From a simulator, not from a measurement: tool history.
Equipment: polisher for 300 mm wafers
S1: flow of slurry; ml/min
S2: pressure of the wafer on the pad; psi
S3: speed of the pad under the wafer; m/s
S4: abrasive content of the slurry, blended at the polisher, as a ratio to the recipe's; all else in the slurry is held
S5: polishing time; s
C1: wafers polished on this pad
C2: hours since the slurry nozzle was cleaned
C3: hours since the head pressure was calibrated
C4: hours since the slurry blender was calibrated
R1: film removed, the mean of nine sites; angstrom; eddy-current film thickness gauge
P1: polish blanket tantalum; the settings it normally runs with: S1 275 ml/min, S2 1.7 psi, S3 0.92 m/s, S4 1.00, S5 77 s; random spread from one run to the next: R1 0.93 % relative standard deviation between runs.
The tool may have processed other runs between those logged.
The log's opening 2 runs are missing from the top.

run   hour   S1   S2    S3    S4   S5    C1     C2      C3     C4       R1
  3   30.0  275  1.7  0.92  1.00   77   339  258.8   794.3   51.7  1186.80
  4   45.6  275  1.7  0.92  0.70   77   431  274.4   809.9   67.3  1063.80
  5   60.5  275  1.7  1.44  1.00   77   519  289.3   824.8   82.2  1897.10
  6   71.3  275  1.7  0.92  1.00   77   583  300.1   835.6   93.0  1204.70
  7   79.4  275  0.8  0.92  1.00   77   631  308.2   843.7  101.1   568.52
  8   93.8  275  1.7  0.92  1.00   42   717  322.6   858.1  115.5   653.32
  9  102.8  355  1.7  0.92  1.00   77   770  331.6   867.1  124.5  1243.50
 10  112.8  165  1.7  0.92  1.00   77   829  341.6   877.1  134.5  1118.90
 11  122.8  275  1.7  0.92  1.35   77   889  351.6   887.1  144.5  1284.90
     126.1  -- slurry blender recalibrated
 12  130.9  275  2.4  1.34  1.00   77   937  359.7   895.2    4.9  2490.00
 13  145.1  275  1.7  0.92  1.00   77  1021  373.9   909.4   19.1  1198.20
 14  157.9  275  1.7  0.92  1.00   77  1097  386.7   922.2   31.9  1209.10
 15  170.3  275  1.7  0.92  1.00   77  1170  399.1   934.6   44.3  1203.10
 16  182.1  275  1.7  0.92  1.00   77  1240  410.9   946.4   56.1  1192.70
 17  197.9  275  1.7  0.42  1.00   77  1334  426.7   962.2   71.9   555.85
 18  208.8  275  1.7  0.92  1.00  108  1399  437.6   973.1   82.8  1676.80
 19  220.5  275  1.7  0.92  1.00   77  1468  449.3   984.8   94.5  1198.30
 20  228.0  275  1.7  0.92  1.00   77  1512  456.8   992.3  102.0  1166.30
 21  235.0  275  1.7  0.92  1.00   77  1554  463.8   999.3  109.0  1152.50
 22  245.8  275  1.7  0.92  1.00   77  1618  474.6  1010.1  119.8  1119.40
 23  257.5  275  1.7  0.92  1.00   77  1687  486.3  1021.8  131.5  1112.90
 24  267.3  275  1.7  0.92  1.00   77  1745  496.1  1031.6  141.3  1086.10
 25  275.2  275  1.7  0.92  1.00   77  1792  504.0  1039.5  149.2  1085.20
     278.8  -- slurry nozzle cleaned
     283.6  -- worn pad replaced by a new one
 26  290.5  275  1.7  0.92  1.00   77    40   11.7  1054.8  164.5  1082.90
 27  297.6  275  1.7  0.92  1.00   77    83   18.8  1061.9  171.6  1072.90

Estimate the outcome of run 28 from the log above:
 28  305.5  275  1.7  0.92  1.00  77  129  26.7  1069.8  179.5   ?

For run 28 the tool returned R1 1068.80 angstrom.

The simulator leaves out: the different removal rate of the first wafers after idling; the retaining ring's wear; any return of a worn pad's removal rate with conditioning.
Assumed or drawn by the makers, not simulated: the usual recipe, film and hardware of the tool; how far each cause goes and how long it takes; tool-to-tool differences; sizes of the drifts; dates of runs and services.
